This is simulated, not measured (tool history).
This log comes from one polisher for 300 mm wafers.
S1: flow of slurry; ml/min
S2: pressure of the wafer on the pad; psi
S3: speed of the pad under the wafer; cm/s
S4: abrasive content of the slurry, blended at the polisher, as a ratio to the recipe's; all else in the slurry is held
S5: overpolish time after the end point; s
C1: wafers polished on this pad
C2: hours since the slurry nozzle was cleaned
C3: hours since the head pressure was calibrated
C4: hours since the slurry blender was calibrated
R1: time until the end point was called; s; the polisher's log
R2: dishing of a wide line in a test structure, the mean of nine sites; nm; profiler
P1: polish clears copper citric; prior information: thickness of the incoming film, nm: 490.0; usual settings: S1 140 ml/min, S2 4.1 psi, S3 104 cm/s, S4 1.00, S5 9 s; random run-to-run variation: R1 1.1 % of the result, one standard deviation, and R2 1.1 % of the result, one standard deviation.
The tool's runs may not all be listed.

| run | hour | S1 | S2 | S3 | S4 | S5 | C1 | C2 | C3 | C4 | R1 | R2 |
|---|---|---|---|---|---|---|---|---|---|---|---|---|
| 1 | 2.5 | 140 | 4.1 | 104 | 1.00 | 9 | 262 | 443.5 | 291.0 | 115.6 | 155.31 | 18.7160 |
| 2 | 6.0 | 140 | 4.1 | 104 | 1.00 | 9 | 277 | 447.0 | 294.5 | 119.1 | 155.26 | 19.5150 |
| 3 | 10.5 | 140 | 2.1 | 104 | 1.00 | 9 | 297 | 451.5 | 299.0 | 123.6 | 305.32 | 10.6480 |
| 4 | 13.4 | 140 | 4.1 | 104 | 1.00 | 9 | 309 | 454.4 | 301.9 | 126.5 | 158.92 | 19.0760 |
| 5 | 16.9 | 140 | 4.1 | 104 | 1.00 | 3 | 324 | 457.9 | 305.4 | 130.0 | 156.16 | 6.9801 |
| 6 | 20.7 | 195 | 4.1 | 104 | 1.35 | 9 | 340 | 461.7 | 309.2 | 133.8 | 141.00 | 21.4430 |
| 7 | 24.0 | 90 | 4.1 | 104 | 1.00 | 9 | 354 | 465.0 | 312.5 | 137.1 | 173.04 | 17.0800 |
| 8 | 26.7 | 205 | 4.1 | 104 | 1.00 | 9 | 366 | 467.7 | 315.2 | 139.8 | 147.06 | 20.0720 |
| 9 | 30.5 | 140 | 4.1 | 104 | 1.00 | 15 | 382 | 471.5 | 319.0 | 143.6 | 158.05 | 29.1830 |
| 10 | 34.7 | 140 | 4.1 | 104 | 0.50 | 9 | 400 | 475.7 | 323.2 | 147.8 | 181.77 | 17.0040 |
| 11 | 37.6 | 140 | 4.1 | 104 | 1.45 | 9 | 412 | 478.6 | 326.1 | 150.7 | 141.47 | 20.4760 |
| 12 | 40.7 | 140 | 4.1 | 104 | 1.00 | 9 | 425 | 481.7 | 329.2 | 153.8 | 154.90 | 19.2560 |
| 13 | 45.2 | 140 | 5.6 | 104 | 1.00 | 9 | 444 | 486.2 | 333.7 | 158.3 | 117.08 | 24.9990 |
| 14 | 49.4 | 140 | 4.1 | 74 | 1.00 | 9 | 462 | 490.4 | 337.9 | 162.5 | 218.49 | 14.4720 |
| 15 | 52.4 | 140 | 4.1 | 150 | 1.00 | 9 | 475 | 493.4 | 340.9 | 165.5 | 108.77 | 25.7770 |
| 16 | 55.3 | 140 | 4.1 | 104 | 1.00 | 9 | 487 | 496.3 | 343.8 | 168.4 | 156.29 | 19.2440 |
| 17 | 58.6 | 85 | 4.1 | 54 | 1.00 | 9 | 502 | 499.6 | 347.1 | 171.7 | 334.75 | 9.6307 |
| 18 | 61.0 | 140 | 4.1 | 104 | 1.00 | 9 | 512 | 502.0 | 349.5 | 174.1 | 157.37 | 19.3480 |
| 19 | 65.4 | 140 | 4.1 | 104 | 1.00 | 9 | 531 | 506.4 | 353.9 | 178.5 | 166.89 | 18.1620 |
| 20 | 68.1 | 140 | 4.1 | 104 | 1.00 | 9 | 542 | 509.1 | 356.6 | 181.2 | 167.20 | 18.1980 |
|  | 71.2 | head pressure recalibrated |
| 21 | 73.0 | 140 | 4.1 | 104 | 1.00 | 9 | 563 | 514.0 | 1.8 | 186.1 | 169.97 | 17.9320 |

Run 22 has not been measured yet. What should we expect?
|  | 76.5 | slurry blender recalibrated |
| 22 | 77.1 | 140 | 4.1 | 104 | 1.00 | 9 | 580 | 518.1 | 5.9 | 0.7 | ? | ? |

{"run 22": {"R1": 172.47, "R2": 17.741}}
